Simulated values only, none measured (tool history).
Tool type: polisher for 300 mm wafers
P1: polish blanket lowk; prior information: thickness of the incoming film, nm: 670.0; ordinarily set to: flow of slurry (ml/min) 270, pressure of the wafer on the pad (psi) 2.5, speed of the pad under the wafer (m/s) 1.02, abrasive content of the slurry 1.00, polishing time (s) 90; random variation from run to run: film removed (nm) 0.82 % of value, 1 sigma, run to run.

| run | hour | flow of slurry (ml/min) | pressure of the wafer on the pad (psi) | speed of the pad under the wafer (m/s) | abrasive content of the slurry | polishing time (s) | wafers polished on this pad | hours since the slurry nozzle was cleaned | hours since the head pressure was calibrated | hours since the slurry blender was calibrated | hours since the conditioning disc was replaced | film removed (nm) |
|---|---|---|---|---|---|---|---|---|---|---|---|---|
| 1 | 9.4 | 270 | 2.5 | 1.02 | 1.00 | 90 | 261 | 167.3 | 185.8 | 137.6 | 197.3 | 47.319 |
| 2 | 20.3 | 270 | 2.5 | 1.02 | 1.00 | 90 | 353 | 178.2 | 196.7 | 148.5 | 208.2 | 46.884 |
| 3 | 31.2 | 270 | 2.5 | 1.02 | 1.00 | 138 | 444 | 189.1 | 207.6 | 159.4 | 219.1 | 71.676 |
| 4 | 38.7 | 270 | 2.5 | 1.02 | 0.55 | 90 | 507 | 196.6 | 215.1 | 166.9 | 226.6 | 33.608 |
| 5 | 48.5 | 270 | 3.5 | 1.02 | 1.00 | 46 | 589 | 206.4 | 224.9 | 176.7 | 236.4 | 33.360 |
| 6 | 57.4 | 270 | 3.8 | 1.02 | 1.35 | 90 | 664 | 215.3 | 233.8 | 185.6 | 245.3 | 80.458 |
|  | 63.3 | slurry blender recalibrated |
| 7 | 67.3 | 270 | 2.5 | 1.02 | 1.00 | 90 | 747 | 225.2 | 243.7 | 4.1 | 255.2 | 46.565 |
| 8 | 74.8 | 270 | 2.5 | 1.02 | 1.00 | 90 | 810 | 232.7 | 251.2 | 11.6 | 262.7 | 47.054 |
| 9 | 89.0 | 160 | 2.5 | 1.02 | 1.00 | 90 | 929 | 246.9 | 265.4 | 25.8 | 276.9 | 43.811 |
| 10 | 95.9 | 270 | 2.5 | 1.02 | 1.00 | 90 | 987 | 253.8 | 272.3 | 32.7 | 283.8 | 46.871 |
| 11 | 110.4 | 270 | 3.5 | 1.02 | 1.00 | 90 | 1108 | 268.3 | 286.8 | 47.2 | 298.3 | 65.890 |
| 12 | 123.8 | 270 | 1.1 | 1.02 | 1.00 | 90 | 1221 | 281.7 | 300.2 | 60.6 | 311.7 | 20.826 |
| 13 | 136.6 | 270 | 2.5 | 0.64 | 1.00 | 90 | 1328 | 294.5 | 313.0 | 73.4 | 324.5 | 32.174 |
| 14 | 147.8 | 270 | 2.5 | 1.02 | 1.00 | 42 | 1422 | 305.7 | 324.2 | 84.6 | 335.7 | 21.938 |
| 15 | 162.7 | 270 | 2.5 | 1.02 | 0.65 | 110 | 1547 | 320.6 | 339.1 | 99.5 | 350.6 | 45.951 |
| 16 | 176.2 | 270 | 2.5 | 1.02 | 1.00 | 90 | 1660 | 334.1 | 352.6 | 113.0 | 364.1 | 47.034 |
| 17 | 191.5 | 430 | 2.5 | 1.02 | 1.00 | 90 | 1789 | 349.4 | 367.9 | 128.3 | 379.4 | 48.889 |
| 18 | 201.9 | 270 | 2.5 | 1.02 | 1.35 | 90 | 1876 | 359.8 | 378.3 | 138.7 | 389.8 | 52.700 |

Estimate the outcome of run 19 from the log above:
| 19 | 209.7 | 270 | 2.5 | 1.02 | 1.00 | 90 | 1942 | 367.6 | 386.1 | 146.5 | 397.6 | ? |

Logged for run 19: film removed (nm) 47.442.
